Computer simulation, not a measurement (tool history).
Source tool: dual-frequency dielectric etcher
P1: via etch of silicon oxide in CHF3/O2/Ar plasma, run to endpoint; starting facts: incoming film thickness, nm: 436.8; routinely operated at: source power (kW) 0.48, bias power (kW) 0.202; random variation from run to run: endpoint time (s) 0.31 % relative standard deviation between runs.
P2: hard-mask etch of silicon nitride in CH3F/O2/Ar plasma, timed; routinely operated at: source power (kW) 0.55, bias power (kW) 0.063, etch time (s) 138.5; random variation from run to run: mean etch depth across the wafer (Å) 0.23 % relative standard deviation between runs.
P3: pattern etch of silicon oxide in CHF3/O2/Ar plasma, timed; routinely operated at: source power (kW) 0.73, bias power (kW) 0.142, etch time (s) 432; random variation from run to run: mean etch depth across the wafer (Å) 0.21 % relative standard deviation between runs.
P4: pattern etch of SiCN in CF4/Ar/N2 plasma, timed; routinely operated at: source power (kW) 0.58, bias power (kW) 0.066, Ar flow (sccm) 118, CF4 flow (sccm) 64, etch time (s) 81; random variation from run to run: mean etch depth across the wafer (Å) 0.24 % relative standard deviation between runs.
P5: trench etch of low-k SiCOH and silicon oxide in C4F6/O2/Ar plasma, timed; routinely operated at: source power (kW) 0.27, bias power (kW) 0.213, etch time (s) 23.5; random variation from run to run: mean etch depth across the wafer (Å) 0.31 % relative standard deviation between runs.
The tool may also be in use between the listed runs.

run   hour  process that ran  source power (kW)  bias power (kW)  etch time (s)  Ar flow (sccm)  CF4 flow (sccm)  endpoint time (s)  mean etch depth across the wafer (Å)
  1   11.8                P1               0.48            0.202                                                             231.27
  2   24.7                P5               0.27            0.213             32                                                                                    873.82
  3   36.9                P3               0.73             0.19            432                                                                                    9356.5
  4   44.2                P1               0.48            0.202                                                             232.08
  5   52.8                P1               0.62            0.246                                                             197.09
  6   62.2                P1               0.48            0.202                                                             231.55
  7   75.5                P4               0.58            0.066             81             118               77                                                    796.7
  8   84.9                P3               0.73            0.142          237.5                                                                                    4662.2
  9   95.9                P1               0.48            0.202                                                              231.8
 10  104.4                P1               0.48            0.202                                                             231.76
 11  113.3                P4               0.58            0.066             81              82               64                                                   819.97
 12  121.4                P2               0.55            0.063          195.5                                                                                    1475.8
 13  127.4                P1               0.34            0.248                                                             245.54
 14  138.7                P1               0.48            0.143                                                             260.72
 15  151.4                P1               0.48            0.202                                                              232.8
 16  163.3                P3               0.47            0.142            432                                                                                    7145.8
 17  170.7                P3               0.73            0.142            432                                                                                    8478.1
     171.1  -- source power generator calibrated
 18  182.7                P5               0.27            0.129           23.5                                                                                    542.35
 19  190.4                P4               0.69            0.066             81             118               64                                                   895.78
 20  196.5                P4               0.58            0.066             81             118               64                                                   770.07
 21  205.1                P5               0.33            0.213           23.5                                                                                     690.1
 22  218.7                P2               0.73            0.063          138.5                                                                                    1160.8
 23  225.4                P4               0.58            0.042             81             118               64                                                   664.55
     234.5  -- wet clean of the chamber
 24  238.6                P4               0.58            0.066          118.5             118               64                                                   1127.2
 25  247.3                P4               0.58            0.066             81             118               64                                                   771.73
 26  255.8                P1               0.57            0.202                                                              217.1
 27  264.6                P1               0.35            0.202                                                             261.84
 28    272                P1               0.48            0.269                                                             209.09
 29  284.9                P2               0.55            0.063          138.5                                                                                    1041.3
 30  295.6                P2               0.55            0.086          138.5                                                                                    1157.5
 31  305.3                P5               0.27            0.213           23.5                                                                                    635.94
 32    318                P1               0.48            0.202                                                              230.4
 33  331.5                P1               0.48            0.202                                                             229.82
 34  337.7                P1               0.48            0.202                                                             228.27
 35  347.5                P1               0.48            0.202                                                              228.2
 36  355.5                P1               0.48            0.202                                                             228.66
     355.8  -- wet clean of the chamber
 37  367.6                P1               0.48            0.202                                                             228.64
 38  374.6                P1               0.48            0.202                                                             228.63
 39  385.3                P1               0.48            0.202                                                             227.96

Compared with where it was, what P1 gives has crept away. Each cause listed below fits the log as well as the rest, at the size given for it:
A: bias power that arrives over what is set, % = 4.59
B: source power that arrives over what is set, % = 4.24
Creep in the process output first set in at about hour 318.
The rest of the possible causes, and what rules out each one:
chamber walls in a state that raises the etch rate, %: serviced after onset, at hour 355.8, with no recovery of the prior output

Consider the 4 single-wafer check runs listed below, results given as question marks: which one distinguishes between the causes by giving clearly different results for each?
check 1   396                P2               0.55            0.063          138.5                                                                                         ?
check 2   396                P3               0.73            0.142            432                                                                                         ?
check 3   396                P4               0.58            0.066             81             118               64                                                        ?
check 4   396                P5               0.27            0.213           23.5                                                                                         ?

What every check run would give for each of its results, assuming each possible cause in turn:
  check                                result    if A    if B
check 1  mean etch depth across the wafer (Å)  1059.9  1061.4
check 2  mean etch depth across the wafer (Å)    8602  8619.2
check 3  mean etch depth across the wafer (Å)   782.8  799.21
check 4  mean etch depth across the wafer (Å)  649.08  649.57
Distance between the nearest two causes, measured in the result of the check that separates them most: check 1 0.14 %; check 2 0.2 %; check 3 2.08 %; check 4 0.07 %
The causes can be told apart only by check 3. The other checks would give nearly the same results under each of them.

Here is what check 3 returned: mean etch depth across the wafer (Å) 801.3. Which cause is it?

The correct cause is B, namely: source power that arrives over what is set, %.

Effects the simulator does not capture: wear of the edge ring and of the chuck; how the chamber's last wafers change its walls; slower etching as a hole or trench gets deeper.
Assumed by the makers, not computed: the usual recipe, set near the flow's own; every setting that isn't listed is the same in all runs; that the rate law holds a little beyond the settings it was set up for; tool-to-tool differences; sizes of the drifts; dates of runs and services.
